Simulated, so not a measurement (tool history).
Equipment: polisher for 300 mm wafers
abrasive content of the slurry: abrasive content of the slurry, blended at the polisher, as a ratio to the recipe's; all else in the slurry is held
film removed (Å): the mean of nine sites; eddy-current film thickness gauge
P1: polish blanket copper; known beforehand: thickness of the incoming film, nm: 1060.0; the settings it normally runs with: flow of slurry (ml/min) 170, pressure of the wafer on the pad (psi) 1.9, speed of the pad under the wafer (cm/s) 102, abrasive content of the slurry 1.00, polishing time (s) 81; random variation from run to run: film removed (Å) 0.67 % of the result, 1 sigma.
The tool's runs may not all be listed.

| run | day | flow of slurry (ml/min) | pressure of the wafer on the pad (psi) | speed of the pad under the wafer (cm/s) | abrasive content of the slurry | polishing time (s) | film removed (Å) |
|---|---|---|---|---|---|---|---|
| 1 | 0.633 | 170 | 1.9 | 102 | 1.00 | 81 | 1863.70 |
| 2 | 1.038 | 170 | 1.9 | 102 | 1.00 | 81 | 1864.90 |
| 3 | 1.571 | 170 | 1.9 | 102 | 1.30 | 81 | 1996.10 |
| 4 | 2.162 | 170 | 1.9 | 102 | 1.00 | 81 | 1873.90 |
| 5 | 2.900 | 170 | 1.9 | 102 | 1.00 | 53 | 1242.10 |
| 6 | 3.442 | 170 | 1.9 | 46 | 1.00 | 81 | 845.78 |
| 7 | 4.021 | 170 | 1.3 | 102 | 1.00 | 81 | 1281.30 |
| 8 | 4.383 | 170 | 1.9 | 102 | 0.55 | 81 | 1637.80 |
| 9 | 4.858 | 170 | 1.9 | 102 | 1.00 | 102 | 2366.60 |
| 10 | 5.400 | 170 | 1.9 | 102 | 1.00 | 81 | 1878.10 |
| 11 | 5.821 | 170 | 2.9 | 102 | 1.00 | 81 | 2862.40 |
| 12 | 6.483 | 100 | 2.7 | 102 | 1.00 | 81 | 2409.30 |
|  | 6.621 | slurry nozzle cleaned |
| 13 | 7.000 | 170 | 1.9 | 162 | 1.00 | 81 | 2968.90 |
| 14 | 7.458 | 100 | 1.9 | 102 | 1.00 | 81 | 1677.10 |
| 15 | 7.792 | 170 | 1.9 | 102 | 1.00 | 81 | 1869.10 |
| 16 | 8.129 | 170 | 1.9 | 102 | 1.00 | 81 | 1866.50 |
| 17 | 8.646 | 265 | 1.9 | 102 | 1.00 | 81 | 1985.00 |

Expected results for the next run?
| 18 | 9.325 | 170 | 1.9 | 102 | 1.00 | 81 | ? |

film removed (Å): 1893.40

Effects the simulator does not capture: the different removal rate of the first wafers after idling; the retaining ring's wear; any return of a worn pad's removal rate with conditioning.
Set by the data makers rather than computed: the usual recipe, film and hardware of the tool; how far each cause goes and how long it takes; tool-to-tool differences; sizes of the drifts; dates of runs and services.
